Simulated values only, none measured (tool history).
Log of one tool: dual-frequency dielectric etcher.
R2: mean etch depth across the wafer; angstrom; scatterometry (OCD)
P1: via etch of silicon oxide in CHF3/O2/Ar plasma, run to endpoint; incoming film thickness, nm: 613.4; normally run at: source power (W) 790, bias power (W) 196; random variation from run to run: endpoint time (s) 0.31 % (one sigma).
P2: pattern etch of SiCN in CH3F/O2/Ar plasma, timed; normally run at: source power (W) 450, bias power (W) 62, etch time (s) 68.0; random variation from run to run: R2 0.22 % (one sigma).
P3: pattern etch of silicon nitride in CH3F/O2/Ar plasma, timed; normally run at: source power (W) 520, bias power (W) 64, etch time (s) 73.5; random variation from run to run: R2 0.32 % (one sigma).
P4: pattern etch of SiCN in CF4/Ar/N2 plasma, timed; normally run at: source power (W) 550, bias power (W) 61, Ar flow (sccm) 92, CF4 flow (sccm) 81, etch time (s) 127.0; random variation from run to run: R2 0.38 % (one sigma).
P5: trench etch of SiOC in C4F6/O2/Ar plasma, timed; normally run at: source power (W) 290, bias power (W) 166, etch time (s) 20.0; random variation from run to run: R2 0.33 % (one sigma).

run 1 hour=3.2 | process_that_ran=P1 source_power_(W)=790 bias_power_(W)=196 | endpoint_time_(s)=269.04
run 2 hour=6.2 | process_that_ran=P5 source_power_(W)=290 bias_power_(W)=227 etch_time_(s)=20.0 | R2=403.37
run 3 hour=8.1 | process_that_ran=P5 source_power_(W)=290 bias_power_(W)=166 etch_time_(s)=20.0 | R2=361.40
run 4 hour=12.6 | process_that_ran=P1 source_power_(W)=1010 bias_power_(W)=196 | endpoint_time_(s)=246.28
run 5 hour=17.0 | process_that_ran=P2 source_power_(W)=450 bias_power_(W)=62 etch_time_(s)=102.0 | R2=388.25
run 6 hour=21.0 | process_that_ran=P1 source_power_(W)=790 bias_power_(W)=262 | endpoint_time_(s)=243.92
run 7 hour=24.8 | process_that_ran=P4 source_power_(W)=550 bias_power_(W)=61 etch_time_(s)=127.0 Ar_flow_(sccm)=92 CF4_flow_(sccm)=81 | R2=1302.40
run 8 hour=27.6 | process_that_ran=P2 source_power_(W)=450 bias_power_(W)=88 etch_time_(s)=68.0 | R2=292.37
run 9 hour=30.0 | process_that_ran=P3 source_power_(W)=520 bias_power_(W)=64 etch_time_(s)=73.5 | R2=551.41
run 10 hour=32.3 | process_that_ran=P3 source_power_(W)=520 bias_power_(W)=44 etch_time_(s)=73.5 | R2=493.14
run 11 hour=35.1 | process_that_ran=P1 source_power_(W)=790 bias_power_(W)=196 | endpoint_time_(s)=269.53
run 12 hour=38.0 | process_that_ran=P1 source_power_(W)=1070 bias_power_(W)=247 | endpoint_time_(s)=222.00
run 13 hour=41.3 | process_that_ran=P3 source_power_(W)=410 bias_power_(W)=64 etch_time_(s)=73.5 | R2=503.32
run 14 hour=43.7 | process_that_ran=P4 source_power_(W)=550 bias_power_(W)=77 etch_time_(s)=127.0 Ar_flow_(sccm)=92 CF4_flow_(sccm)=81 | R2=1399.90
run 15 hour=46.5 | process_that_ran=P2 source_power_(W)=280 bias_power_(W)=62 etch_time_(s)=68.0 | R2=216.01
run 16 hour=48.4 | process_that_ran=P4 source_power_(W)=550 bias_power_(W)=61 etch_time_(s)=127.0 Ar_flow_(sccm)=92 CF4_flow_(sccm)=81 | R2=1306.10
run 17 hour=50.9 | process_that_ran=P4 source_power_(W)=550 bias_power_(W)=61 etch_time_(s)=127.0 Ar_flow_(sccm)=72 CF4_flow_(sccm)=81 | R2=1351.00
run 18 hour=54.0 | process_that_ran=P3 source_power_(W)=520 bias_power_(W)=64 etch_time_(s)=40.5 | R2=302.75
run 19 hour=56.9 | process_that_ran=P1 source_power_(W)=790 bias_power_(W)=196 | endpoint_time_(s)=269.79
run 20 hour=59.9 | process_that_ran=P4 source_power_(W)=400 bias_power_(W)=61 etch_time_(s)=127.0 Ar_flow_(sccm)=92 CF4_flow_(sccm)=81 | R2=988.48
run 21 hour=64.0 | process_that_ran=P5 source_power_(W)=290 bias_power_(W)=166 etch_time_(s)=12.5 | R2=225.26
run 22 hour=67.1 | process_that_ran=P1 source_power_(W)=1000 bias_power_(W)=134 | endpoint_time_(s)=277.40
run 23 hour=70.9 | process_that_ran=P4 source_power_(W)=550 bias_power_(W)=61 etch_time_(s)=72.0 Ar_flow_(sccm)=92 CF4_flow_(sccm)=81 | R2=736.03
run 24 hour=73.8 | process_that_ran=P1 source_power_(W)=510 bias_power_(W)=148 | endpoint_time_(s)=349.74
run 25 hour=76.4 | process_that_ran=P1 source_power_(W)=560 bias_power_(W)=196 | endpoint_time_(s)=306.81
run 26 hour=80.1 | process_that_ran=P1 source_power_(W)=790 bias_power_(W)=144 | endpoint_time_(s)=297.55
run 27 hour=83.7 | process_that_ran=P1 source_power_(W)=790 bias_power_(W)=196 | endpoint_time_(s)=269.54
run 28 hour=86.4 | process_that_ran=P2 source_power_(W)=450 bias_power_(W)=62 etch_time_(s)=68.0 | R2=258.89
run 29 hour=90.1 | process_that_ran=P1 source_power_(W)=790 bias_power_(W)=196 | endpoint_time_(s)=268.20
run 30 hour=94.0 | process_that_ran=P5 source_power_(W)=350 bias_power_(W)=166 etch_time_(s)=20.0 | R2=390.00
run 31 hour=95.9 | process_that_ran=P1 source_power_(W)=790 bias_power_(W)=196 | endpoint_time_(s)=269.32
run 32 hour=99.1 | process_that_ran=P4 source_power_(W)=550 bias_power_(W)=61 etch_time_(s)=127.0 Ar_flow_(sccm)=92 CF4_flow_(sccm)=65 | R2=1256.60
run 33 hour=103.2 | process_that_ran=P1 source_power_(W)=790 bias_power_(W)=196 | endpoint_time_(s)=270.58
run 34 hour=105.2 | process_that_ran=P1 source_power_(W)=790 bias_power_(W)=196 | endpoint_time_(s)=272.84
run 35 hour=109.5 | process_that_ran=P1 source_power_(W)=790 bias_power_(W)=196 | endpoint_time_(s)=271.15
-- hour=112.5 wet clean of the chamber
run 36 hour=113.7 | process_that_ran=P1 source_power_(W)=790 bias_power_(W)=196 | endpoint_time_(s)=272.96
run 37 hour=116.5 | process_that_ran=P1 source_power_(W)=790 bias_power_(W)=196 | endpoint_time_(s)=272.21
run 38 hour=119.6 | process_that_ran=P1 source_power_(W)=790 bias_power_(W)=196 | endpoint_time_(s)=273.13
run 39 hour=123.5 | process_that_ran=P1 source_power_(W)=790 bias_power_(W)=196 | endpoint_time_(s)=273.05

What P1 gives has crept away from where it was. These 2 causes fit the log equally well, each at the size given:
A: bias power that arrives under what is set, % = 4.53
B: source power that arrives under what is set, % = 3.97
The creep began at about hour 103.2.
Why every other cause is out:
chamber walls in a state that lowers the etch rate, %: serviced at hour 112.5, which brought nothing back

4 check runs are offered, each on 2 wafers whose results are averaged, their results left as question marks. Which one tells the causes apart?
run check 1 hour=127.4 | process_that_ran=P3 source_power_(W)=440 bias_power_(W)=64 etch_time_(s)=43.0 | R2=?
run check 2 hour=127.4 | process_that_ran=P5 source_power_(W)=290 bias_power_(W)=202 etch_time_(s)=20.0 | R2=?
run check 3 hour=127.4 | process_that_ran=P2 source_power_(W)=370 bias_power_(W)=62 etch_time_(s)=90.5 | R2=?
run check 4 hour=127.4 | process_that_ran=P4 source_power_(W)=420 bias_power_(W)=61 etch_time_(s)=101.0 Ar_flow_(sccm)=92 CF4_flow_(sccm)=81 | R2=?

What each check would give under each cause:
check=check_1 result=R2 if_A=297.29 if_B=297.21
check=check_2 result=R2 if_A=379.53 if_B=379.44
check=check_3 result=R2 if_A=314.54 if_B=314.70
check=check_4 result=R2 if_A=804.40 if_B=787.77
How far apart the two closest causes lie, in the result that separates them most: check 1 0.03 %; check 2 0.02 %; check 3 0.05 %; check 4 2.09 %
Check 4 tells the causes apart: in the others they would give nearly the same result.

Then check 4 was run and gave: R2 784.14 angstrom. Which cause is it?

It is B: source power that arrives under what is set, %.
